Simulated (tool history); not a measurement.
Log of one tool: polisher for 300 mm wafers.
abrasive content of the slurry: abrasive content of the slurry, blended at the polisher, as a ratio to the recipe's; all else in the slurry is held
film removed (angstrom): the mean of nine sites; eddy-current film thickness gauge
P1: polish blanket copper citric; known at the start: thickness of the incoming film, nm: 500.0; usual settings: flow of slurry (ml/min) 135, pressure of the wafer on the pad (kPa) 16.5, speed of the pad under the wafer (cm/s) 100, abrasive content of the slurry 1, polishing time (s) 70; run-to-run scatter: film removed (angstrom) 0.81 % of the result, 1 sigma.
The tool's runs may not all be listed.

run   hour  flow of slurry (ml/min)  pressure of the wafer on the pad (kPa)  speed of the pad under the wafer (cm/s)  abrasive content of the slurry  polishing time (s)  wafers polished on this pad  hours since the slurry nozzle was cleaned  hours since the head pressure was calibrated  hours since the slurry blender was calibrated  film removed (angstrom)
  1      8                      135                                    16.5                                      100                               1                  70                          652                                      522.1                                         251.8                                           66.8                   1340.5
  2   15.7                      190                                    16.5                                       72                               1                  70                          729                                      529.8                                         259.5                                           74.5                     1033
  3   30.6                      205                                    16.5                                      100                               1                  95                          879                                      544.7                                         274.4                                           89.4                   1951.9
  4   44.7                      200                                    16.5                                      100                               1                  70                         1021                                      558.8                                         288.5                                          103.5                   1442.5
  5   59.6                      135                                    16.5                                      100                               1                  70                         1171                                      573.7                                         303.4                                          118.4                   1330.2
  6   68.3                      135                                    16.5                                       44                               1                  70                         1258                                      582.4                                         312.1                                          127.1                   614.65
  7   84.6                      135                                    16.5                                      140                               1                  70                         1422                                      598.7                                         328.4                                          143.4                   1899.8
  8   97.2                      135                                    16.5                                      100                               1                  70                         1549                                      611.3                                           341                                            156                   1329.7
  9  112.2                      135                                    16.5                                      100                            1.25                  70                         1700                                      626.3                                           356                                            171                   1434.9
 10  126.4                      135                                    16.5                                      100                               1                  95                         1843                                      640.5                                         370.2                                          185.2                   1814.2
 11  139.2                      135                                    16.5                                      100                               1                  32                         1971                                      653.3                                           383                                            198                   609.18
 12  154.7                      135                                    24.8                                      100                               1                  70                         2127                                      668.8                                         398.5                                          213.5                   2004.5
 13  162.7                      135                                    16.5                                      100                               1                  70                         2208                                      676.8                                         406.5                                          221.5                   1338.4
 14  176.4                      135                                    16.5                                      100                               1                  70                         2346                                      690.5                                         420.2                                          235.2                   1351.2
 15  188.7                      135                                     9.7                                      100                               1                  70                         2469                                      702.8                                         432.5                                          247.5                   801.25
 16  199.9                      135                                    16.5                                      100                             0.5                  70                         2582                                        714                                         443.7                                          258.7                   1172.3

Run 17 comes next. What will it give?
 17  208.1                      185                                    16.5                                      100                               1                  93                         2665                                      722.2                                         451.9                                          266.9                        ?

Run 17 gave film removed (angstrom) 1907.
